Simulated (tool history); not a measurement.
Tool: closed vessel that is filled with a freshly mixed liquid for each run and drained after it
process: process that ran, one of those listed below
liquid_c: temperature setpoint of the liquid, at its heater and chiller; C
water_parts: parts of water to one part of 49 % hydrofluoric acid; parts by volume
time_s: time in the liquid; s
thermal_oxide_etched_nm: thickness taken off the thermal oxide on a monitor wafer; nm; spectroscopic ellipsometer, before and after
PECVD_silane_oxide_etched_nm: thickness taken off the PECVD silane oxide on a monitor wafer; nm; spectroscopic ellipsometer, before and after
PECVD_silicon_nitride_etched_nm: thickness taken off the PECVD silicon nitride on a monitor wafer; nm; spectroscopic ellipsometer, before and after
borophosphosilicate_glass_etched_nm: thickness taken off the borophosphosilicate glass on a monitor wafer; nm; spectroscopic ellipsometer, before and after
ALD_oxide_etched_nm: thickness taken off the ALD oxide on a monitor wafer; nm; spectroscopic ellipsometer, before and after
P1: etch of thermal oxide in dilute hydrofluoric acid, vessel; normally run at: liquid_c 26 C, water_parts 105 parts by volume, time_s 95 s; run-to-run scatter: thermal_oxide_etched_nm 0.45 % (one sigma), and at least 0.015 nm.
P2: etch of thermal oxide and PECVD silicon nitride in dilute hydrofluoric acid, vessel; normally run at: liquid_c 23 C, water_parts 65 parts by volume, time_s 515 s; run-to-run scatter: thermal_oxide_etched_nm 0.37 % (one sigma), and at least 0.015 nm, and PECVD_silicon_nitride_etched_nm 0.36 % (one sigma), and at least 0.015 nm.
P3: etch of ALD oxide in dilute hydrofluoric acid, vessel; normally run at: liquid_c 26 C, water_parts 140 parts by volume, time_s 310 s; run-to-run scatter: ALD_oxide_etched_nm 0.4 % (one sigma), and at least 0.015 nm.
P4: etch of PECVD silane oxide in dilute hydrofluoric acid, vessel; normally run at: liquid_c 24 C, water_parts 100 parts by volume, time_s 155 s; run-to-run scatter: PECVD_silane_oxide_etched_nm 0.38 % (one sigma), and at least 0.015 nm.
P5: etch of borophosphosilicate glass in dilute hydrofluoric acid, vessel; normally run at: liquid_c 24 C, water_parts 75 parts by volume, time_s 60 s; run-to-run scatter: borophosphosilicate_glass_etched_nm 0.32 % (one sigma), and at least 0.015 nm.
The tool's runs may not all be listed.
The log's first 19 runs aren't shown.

run	hour	process	liquid_c	water_parts	time_s	hours since the thermometer was replaced	hours since the hydrofluoric acid flow meter was replaced	thermal_oxide_etched_nm	PECVD_silane_oxide_etched_nm	PECVD_silicon_nitride_etched_nm	borophosphosilicate_glass_etched_nm	ALD_oxide_etched_nm
20	102.1	P2	23	35	515	36.5	597.7	72.178		23.442		
21	109	P3	33.5	140	310	43.4	604.6					52.657
22	112.6	P4	32	100	155	47	608.2		30.499			
23	119	P5	30.5	75	60	53.4	614.6				92.276	
24	124.1	P1	26	150	95	58.5	619.7	3.134				
25	128.8	P1	26	45	95	63.2	624.4	12.016				
26	134.8	P1	18.5	105	95	69.2	630.4	3.5306				
27	138.3	P1	26	105	95	72.7	633.9	4.7303				
28	143.5	P2	23	65	515	77.9	639.1	37.176		12.838		
29	148.9	P3	26	140	310	83.3	644.5					40.114
30	153.6	P1	26	105	40	88	649.2	1.9985				
31	157.2	P1	30.5	105	95	91.6	652.8	5.6207				
32	161.3	P3	26	255	310	95.7	656.9					19.401
33	168.2	P4	24	100	55	102.6	663.8		8.0101			
34	175.4	P3	26	140	310	109.8	671					40.143

Run 35 comes next. What will it give?
35	179.8	P1	26	105	95	114.2	675.4	?				

thermal_oxide_etched_nm: 4.7757 nm
